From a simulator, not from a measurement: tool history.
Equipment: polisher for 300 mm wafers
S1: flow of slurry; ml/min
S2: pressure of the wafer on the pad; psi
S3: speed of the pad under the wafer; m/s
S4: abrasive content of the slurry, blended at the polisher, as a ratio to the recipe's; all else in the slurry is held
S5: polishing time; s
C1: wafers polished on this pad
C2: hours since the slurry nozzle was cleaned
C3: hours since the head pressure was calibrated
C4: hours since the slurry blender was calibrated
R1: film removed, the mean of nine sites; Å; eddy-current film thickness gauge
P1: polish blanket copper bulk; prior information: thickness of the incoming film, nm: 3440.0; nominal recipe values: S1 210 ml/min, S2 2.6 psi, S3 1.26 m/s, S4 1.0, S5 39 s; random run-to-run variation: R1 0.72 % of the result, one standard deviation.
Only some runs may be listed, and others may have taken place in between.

run	hour	S1	S2	S3	S4	S5	C1	C2	C3	C4	R1
1	4.4	210	2.6	1.26	1.0	39	742	104.8	73.8	78.8	3338.10
2	7.5	210	3.2	1.26	1.0	29	769	107.9	76.9	81.9	3074.40
3	11.5	210	2.6	1.26	1.0	39	804	111.9	80.9	85.9	3319.60
4	16.8	210	1.6	1.26	1.0	39	851	117.2	86.2	91.2	2049.30
5	22.8	210	2.6	1.26	1.0	56	904	123.2	92.2	97.2	4810.30
6	25.7	210	3.9	1.26	1.0	39	930	126.1	95.1	100.1	5041.30
7	30.0	210	2.6	1.26	0.6	39	968	130.4	99.4	104.4	3043.00
8	35.4	125	2.6	1.26	1.0	39	1015	135.8	104.8	109.8	3067.80
9	40.0	210	2.6	1.26	1.0	39	1056	140.4	109.4	114.4	3311.00
10	42.8	210	2.6	1.26	1.3	39	1081	143.2	112.2	117.2	3525.10
11	48.5	210	1.4	0.68	1.0	39	1131	148.9	117.9	122.9	969.91
12	51.4	210	2.6	1.26	1.0	18	1157	151.8	120.8	125.8	1536.10
13	55.5	210	2.6	1.92	1.0	39	1193	155.9	124.9	129.9	5070.40
14	58.6	210	2.6	0.60	1.0	39	1220	159.0	128.0	133.0	1600.60
15	62.9	300	2.6	1.26	1.0	39	1258	163.3	132.3	137.3	3455.10
16	67.5	210	2.6	1.78	1.0	52	1299	167.9	136.9	141.9	6291.30
17	70.4	210	2.6	1.26	1.0	39	1324	170.8	139.8	144.8	3334.00
18	74.0	210	2.6	1.26	1.0	39	1356	174.4	143.4	148.4	3338.30
19	78.2	210	2.6	1.26	1.0	39	1393	178.6	147.6	152.6	3319.00
20	81.0	210	2.6	1.26	1.0	39	1418	181.4	150.4	155.4	3259.90
21	85.0	210	2.6	1.26	1.0	39	1453	185.4	154.4	159.4	3205.30
22	90.1	210	2.6	1.26	1.0	39	1498	190.5	159.5	164.5	3220.30
23	94.6	210	2.6	1.26	1.0	39	1538	195.0	164.0	169.0	3183.90
24	99.1	210	2.6	1.26	1.0	39	1578	199.5	168.5	173.5	3161.50
# hour 100.4: head pressure recalibrated
# hour 100.9: slurry blender recalibrated
25	104.1	210	2.6	1.26	1.0	39	1622	204.5	3.8	3.2	3180.40
26	108.8	210	2.6	1.26	1.0	39	1663	209.2	8.5	7.9	3165.30
27	114.6	210	2.6	1.26	1.0	39	1714	215.0	14.3	13.7	3156.20
28	119.4	210	2.6	1.26	1.0	39	1757	219.8	19.1	18.5	3142.10

Compared with where it was, what P1 gives has crept away. Each cause listed below fits the log as well as the rest, at the size given for it:
A: removal rate lost through wear of the pad, % = 5.2
B: slurry flow missing at the pad, % = 30.1
The creep began at about hour 74.0.
Ruled out, with reasons:
head's pressure below its setpoint, %: serviced at hour 100.4, which brought nothing back
abrasive missing from the slurry, %: serviced at hour 100.9, which brought nothing back

Below are 4 check runs, each averaged over 3 wafers, with their results shown as question marks. Which of them would give clearly different results depending on which cause is behind the drift?
check 1	124.2	210	2.6	1.76	1.0	26					?
check 2	124.2	125	2.6	1.26	1.0	39					?
check 3	124.2	210	3.6	1.26	1.0	39					?
check 4	124.2	210	2.6	0.64	1.0	39					?

What each check would give under each cause:
check	result	if A	if B
check 1	R1	2951.90	2951.80
check 2	R1	2915.10	2822.30
check 3	R1	4389.20	4389.10
check 4	R1	1610.10	1610.10
Smallest distance between any two causes, each pair judged by its most separating result, in per cent: check 1 0 %; check 2 3.24 %; check 3 0 %; check 4 0 %
Check 2 distinguishes between the causes, while the remaining checks would return nearly the same result for all of them.

Check 2 was then run and gave: R1 2922.10 Å. Which cause is it?

A is the cause: removal rate lost through wear of the pad, %.

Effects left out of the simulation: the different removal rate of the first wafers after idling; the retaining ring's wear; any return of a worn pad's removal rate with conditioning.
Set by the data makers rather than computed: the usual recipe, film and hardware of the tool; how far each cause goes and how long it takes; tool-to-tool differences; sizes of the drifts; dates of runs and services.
